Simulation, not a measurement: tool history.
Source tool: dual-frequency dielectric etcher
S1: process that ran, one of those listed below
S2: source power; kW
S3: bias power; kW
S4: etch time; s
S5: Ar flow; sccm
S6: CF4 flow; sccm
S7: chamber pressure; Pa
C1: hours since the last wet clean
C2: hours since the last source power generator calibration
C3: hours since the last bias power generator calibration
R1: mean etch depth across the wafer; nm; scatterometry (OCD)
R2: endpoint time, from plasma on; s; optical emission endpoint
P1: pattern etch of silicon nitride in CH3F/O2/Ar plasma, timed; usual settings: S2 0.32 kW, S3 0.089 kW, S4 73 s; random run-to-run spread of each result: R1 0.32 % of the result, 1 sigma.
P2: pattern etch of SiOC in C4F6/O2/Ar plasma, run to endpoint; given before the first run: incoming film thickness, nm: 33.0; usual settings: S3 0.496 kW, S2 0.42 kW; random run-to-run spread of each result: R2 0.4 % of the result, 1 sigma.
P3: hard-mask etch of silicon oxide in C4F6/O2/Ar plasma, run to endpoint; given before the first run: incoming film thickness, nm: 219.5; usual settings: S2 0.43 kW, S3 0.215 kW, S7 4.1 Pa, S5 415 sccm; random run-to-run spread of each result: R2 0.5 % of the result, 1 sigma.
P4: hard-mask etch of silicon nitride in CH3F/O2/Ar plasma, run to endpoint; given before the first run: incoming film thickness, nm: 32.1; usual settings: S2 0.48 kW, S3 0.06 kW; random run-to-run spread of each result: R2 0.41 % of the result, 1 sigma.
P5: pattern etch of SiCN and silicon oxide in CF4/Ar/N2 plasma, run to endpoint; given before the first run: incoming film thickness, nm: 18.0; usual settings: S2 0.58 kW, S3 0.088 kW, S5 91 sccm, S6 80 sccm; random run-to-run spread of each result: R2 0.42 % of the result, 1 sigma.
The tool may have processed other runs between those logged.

run     day  S1    S2     S3    S4   S5  S6   S7     C1      C2      C3      R1      R2
  1   0.412  P1  0.32  0.089    73                281.1   846.9  1309.2  51.359
  2   0.842  P1  0.32  0.089    73                291.4   857.2  1319.5  51.493
  3   1.383  P5  0.58  0.088         91  98       304.4   870.2  1332.5          15.027
  4   1.708  P1  0.32  0.089    73                312.2     878  1340.3  51.138
  5   2.125  P1  0.32  0.068    73                322.2     888  1350.3  46.818
  6   2.646  P3  0.51  0.215        415      4.1  334.7   900.5  1362.8          62.258
  7   2.975  P4  0.48   0.06                      342.6   908.4  1370.7          47.063
  8   3.321  P4  0.48  0.042                      350.9   916.7    1379           52.74
  9   3.833  P1  0.23  0.089    73                363.2     929  1391.3  45.477
 10   4.346  P4  0.48   0.06                      375.5   941.3  1403.6          47.117
 11   4.929  P3  0.43  0.215        415      4.1  389.5   955.3  1417.6          66.679
 12   5.371  P3  0.43  0.215        415      4.1  400.1   965.9  1428.2          66.429
 13     5.7  P5  0.58  0.119         91  80         408   973.8  1436.1          13.773
 14   6.025  P1  0.41  0.069    73                415.8   981.6  1443.9  51.562
 15   6.588  P5  0.58  0.088         73  80       429.3   995.1  1457.4          14.832
 16   6.896  P1  0.32  0.089  43.5                436.7  1002.5  1464.8  30.575
 17   7.275  P3  0.43  0.215        415      5.7  445.8  1011.6  1473.9          68.908
 18    7.65  P3  0.43  0.138        415      4.1  454.8  1020.6  1482.9           76.37
 19   7.958  P4  0.29   0.06                      462.2    1028  1490.3          57.527
 20   8.538  P1  0.32  0.105    73                476.1  1041.9  1504.2  54.988
 21   8.879  P3  0.43  0.215        241      4.1  484.3  1050.1  1512.4          62.952
 22   9.229  P2  0.42   0.66                      492.7  1058.5  1520.8          9.7336
 23   9.675  P5  0.79  0.088         91  80       503.4  1069.2  1531.5          11.723
 24  10.042  P2  0.42  0.496                      512.2    1078  1540.3          10.848
 25  10.508  P5  0.58  0.088         91  80       523.4  1089.2  1551.5          15.234
     10.746  -- wet clean of the chamber
 26  10.867  P1   0.2  0.089   102                  2.9  1097.8  1560.1   60.55
 27  11.329  P1  0.32  0.089    90                   14  1108.9  1571.2   63.63
 28  11.592  P1  0.32  0.089    73                 20.3  1115.2  1577.5  51.608
 29  11.879  P1  0.38  0.089    73                 27.2  1122.1  1584.4   54.99
 30  12.238  P2  0.26  0.496                       35.8  1130.7    1593          12.957
 31  12.629  P1  0.32  0.089    73                 45.2  1140.1  1602.4  51.651
 32  12.912  P1  0.32  0.089    73                   52  1146.9  1609.2  51.027
 33  13.475  P1  0.32  0.089    73                 65.5  1160.4  1622.7  50.747
 34      14  P1  0.32  0.089    73                 78.1    1173  1635.3  51.262
     14.138  -- wet clean of the chamber
 35    14.5  P1  0.32  0.089    73                  8.7    1185  1647.3  50.671
 36  14.875  P1  0.32  0.089    73                 17.7    1194  1656.3  50.933
 37  15.254  P1  0.32  0.089    73                 26.8  1203.1  1665.4  50.545
 38  15.583  P1  0.32  0.089    73                 34.7    1211  1673.3  50.571

Compared with where it was, what P1 gives has crept away. Each cause listed below fits the log as well as the rest, at the size given for it:
A: source power that arrives under what is set, % = 4.2
B: bias power that arrives under what is set, % = 4.32
The process output started creeping at around day 12.629.
The rest of the possible causes, and what rules out each one:
chamber walls in a state that lowers the etch rate, %: was serviced at day 14.138, once the creep was under way, yet the earlier output never came back

Consider the 4 check runs below, whose results appear as question marks and each of which averages 2 wafers. Which one distinguishes the causes, in that each cause would give it a clearly different result?
check 1  15.912  P2  0.27  0.496                                     ?
check 2  15.912  P4   0.3  0.051                                     ?
check 3  15.912  P3  0.43  0.151      415      4.1                   ?
check 4  15.912  P5  0.58  0.102       91  80                        ?

How each check would come out, cause by cause:
  check  result    if A    if B
check 1      R2  12.961  12.974
check 2      R2  60.491  60.349
check 3      R2  75.603  75.327
check 4      R2  15.167  14.828
Per check, the gap between the least separated pair of causes, taken in the result that splits them most: check 1 0.1 %; check 2 0.24 %; check 3 0.37 %; check 4 2.26 %
Check 4 distinguishes between the causes, while the remaining checks would return nearly the same result for all of them.

Check 4 was then run and gave: R2 15.194 s. Which cause is it?

Of the candidate causes, it is A: source power that arrives under what is set, %.
